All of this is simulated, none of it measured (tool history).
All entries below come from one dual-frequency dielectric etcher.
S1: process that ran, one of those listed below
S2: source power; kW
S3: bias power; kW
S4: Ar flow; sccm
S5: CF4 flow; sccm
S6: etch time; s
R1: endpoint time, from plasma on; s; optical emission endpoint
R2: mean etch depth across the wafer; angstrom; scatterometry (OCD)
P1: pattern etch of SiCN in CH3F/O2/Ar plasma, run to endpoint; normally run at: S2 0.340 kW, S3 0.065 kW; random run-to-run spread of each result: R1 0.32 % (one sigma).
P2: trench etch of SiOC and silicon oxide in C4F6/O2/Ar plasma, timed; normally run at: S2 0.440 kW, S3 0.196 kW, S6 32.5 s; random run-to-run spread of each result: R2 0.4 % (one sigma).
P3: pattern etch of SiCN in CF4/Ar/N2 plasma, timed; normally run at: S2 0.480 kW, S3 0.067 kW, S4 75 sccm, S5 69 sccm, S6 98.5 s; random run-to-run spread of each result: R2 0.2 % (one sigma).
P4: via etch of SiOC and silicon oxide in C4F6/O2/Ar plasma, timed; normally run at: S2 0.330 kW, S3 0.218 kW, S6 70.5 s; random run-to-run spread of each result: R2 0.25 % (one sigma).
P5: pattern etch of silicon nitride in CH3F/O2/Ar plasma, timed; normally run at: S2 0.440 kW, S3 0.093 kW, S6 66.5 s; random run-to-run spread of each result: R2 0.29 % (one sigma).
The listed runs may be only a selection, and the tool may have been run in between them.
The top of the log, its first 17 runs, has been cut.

run    day  S1     S2     S3  S4  S5     S6      R1       R2
 18  4.708  P3  0.480  0.067  75  69  136.0          1244.60
 19  5.012  P1  0.340  0.065                 20.452
 20  5.262  P3  0.630  0.067  75  69   98.5          1148.90
 21  5.442  P3  0.480  0.067  75  94   98.5           942.74
 22  5.742  P1  0.340  0.065                 20.432
 23  5.954  P2  0.440  0.196           32.5           689.75
 24  6.138  P3  0.480  0.086  75  69   98.5           979.00
 25  6.300  P2  0.440  0.196           32.5           689.21
 26  6.504  P5  0.440  0.093           66.5           517.70
     6.833  -- wet clean of the chamber
 27  6.846  P1  0.410  0.090                 17.026
 28  7.112  P2  0.440  0.196           41.0           863.75
 29  7.388  P1  0.340  0.065                 20.541
 30  7.571  P2  0.440  0.264           32.5           757.00
 31  7.904  P1  0.340  0.040                 24.104
 32  8.062  P2  0.300  0.196           32.5           593.95
 33  8.242  P1  0.340  0.065                 20.434
 34  8.504  P4  0.330  0.159           70.5           701.18

Estimate the outcome of run 35 from the log above:
 35  8.850  P1  0.340  0.065               ?

{"run 35": {"R1": 20.567}}
